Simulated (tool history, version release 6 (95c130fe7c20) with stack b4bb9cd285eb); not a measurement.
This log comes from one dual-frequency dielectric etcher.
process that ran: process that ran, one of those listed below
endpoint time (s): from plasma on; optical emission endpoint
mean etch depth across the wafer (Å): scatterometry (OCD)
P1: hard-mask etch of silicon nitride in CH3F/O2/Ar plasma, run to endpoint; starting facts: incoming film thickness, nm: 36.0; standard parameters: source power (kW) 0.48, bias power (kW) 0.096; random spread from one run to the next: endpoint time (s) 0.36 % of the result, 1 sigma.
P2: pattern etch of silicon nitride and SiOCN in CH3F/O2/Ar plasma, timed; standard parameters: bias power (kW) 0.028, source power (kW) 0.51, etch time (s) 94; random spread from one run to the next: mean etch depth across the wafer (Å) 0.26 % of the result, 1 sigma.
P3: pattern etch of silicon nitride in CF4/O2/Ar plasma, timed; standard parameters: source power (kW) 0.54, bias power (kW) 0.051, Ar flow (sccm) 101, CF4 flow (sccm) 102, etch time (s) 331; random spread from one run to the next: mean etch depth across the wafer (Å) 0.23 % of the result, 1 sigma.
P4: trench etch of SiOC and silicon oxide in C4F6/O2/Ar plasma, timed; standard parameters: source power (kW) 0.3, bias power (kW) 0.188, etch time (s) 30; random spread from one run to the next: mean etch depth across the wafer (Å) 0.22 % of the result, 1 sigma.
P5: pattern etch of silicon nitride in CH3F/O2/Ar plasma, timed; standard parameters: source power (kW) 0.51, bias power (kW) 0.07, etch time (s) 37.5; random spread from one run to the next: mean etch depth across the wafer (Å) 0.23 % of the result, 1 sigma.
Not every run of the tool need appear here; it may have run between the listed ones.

run    day  process that ran  source power (kW)  bias power (kW)  etch time (s)  Ar flow (sccm)  CF4 flow (sccm)  endpoint time (s)  mean etch depth across the wafer (Å)
  1  0.304                P1               0.48            0.096                                                             42.647
  2  0.479                P1               0.48            0.096                                                             42.577
  3  0.696                P1               0.39            0.115                                                             43.255
  4  1.021                P1               0.48            0.136                                                             37.643
  5  1.333                P4                0.3            0.188           39.5                                                                                    689.59
  6  1.525                P4                0.4            0.188             30                                                                                    584.56
  7  1.708                P3               0.54            0.051            331             101              102                                                   6804.2
  8  1.979                P2               0.51            0.023             94                                                                                    140.99
  9  2.158                P1               0.48            0.096                                                             42.864
 10  2.358                P3               0.54            0.051            331             101               79                                                   6595.9
 11  2.638                P5               0.51             0.07             23                                                                                     171.1
 12    2.9                P5               0.51            0.043           37.5                                                                                       240
     2.904  -- bias power generator calibrated
 13  3.217                P3               0.54            0.041            331             101              102                                                   6293.1
 14  3.517                P3               0.54            0.051          487.5             101              102                                                   9993.4
 15  3.704                P4                0.3            0.188             30                                                                                    523.29
 16  3.896                P5               0.51             0.07           37.5                                                                                    278.56
 17  4.212                P3               0.32            0.051            331             101              102                                                   4317.5
 18  4.429                P2               0.71            0.028             94                                                                                    172.54
       4.7  -- source power generator calibrated
 19  4.754                P2               0.51            0.028            140                                                                                    229.97
 20  4.967                P1               0.48            0.078                                                             45.587
 21   5.25                P5                0.7             0.07           37.5                                                                                    314.28
 22  5.575                P1               0.48            0.096                                                             42.848
 23  5.892                P2               0.51            0.028             94                                                                                    153.87
 24  6.054                P1               0.48            0.096                                                              42.57
 25  6.358                P4                0.3            0.262             30                                                                                    586.29
 26  6.571                P3               0.54            0.051            331              77              102                                                   7012.6
 27  6.854                P1               0.32            0.096                                                             50.012
 28  7.158                P1                0.6            0.096                                                              39.07
 29  7.454                P1                0.6            0.119                                                             36.434
 30  7.688                P1               0.63            0.065                                                             43.907
 31  7.933                P1               0.48            0.096                                                             42.527
 32  8.238                P3               0.54            0.051            331             101              102                                                   6836.3
 33    8.5                P1               0.48            0.096                                                             42.579
 34  8.679                P1               0.48            0.096                                                             43.089
 35      9                P1               0.48            0.096                                                             43.412
 36   9.15                P1               0.48            0.096                                                             43.253
 37   9.45                P1               0.48            0.096                                                             43.408
     9.538  -- wet clean of the chamber
 38  9.675                P1               0.48            0.096                                                             43.274
 39  9.842                P1               0.48            0.096                                                              43.63

Run 40 has not been measured yet. What should we expect?
 40  10.171                P1               0.48            0.096                                                                  ?

{"run 40": {"endpoint time (s)": 43.464}}
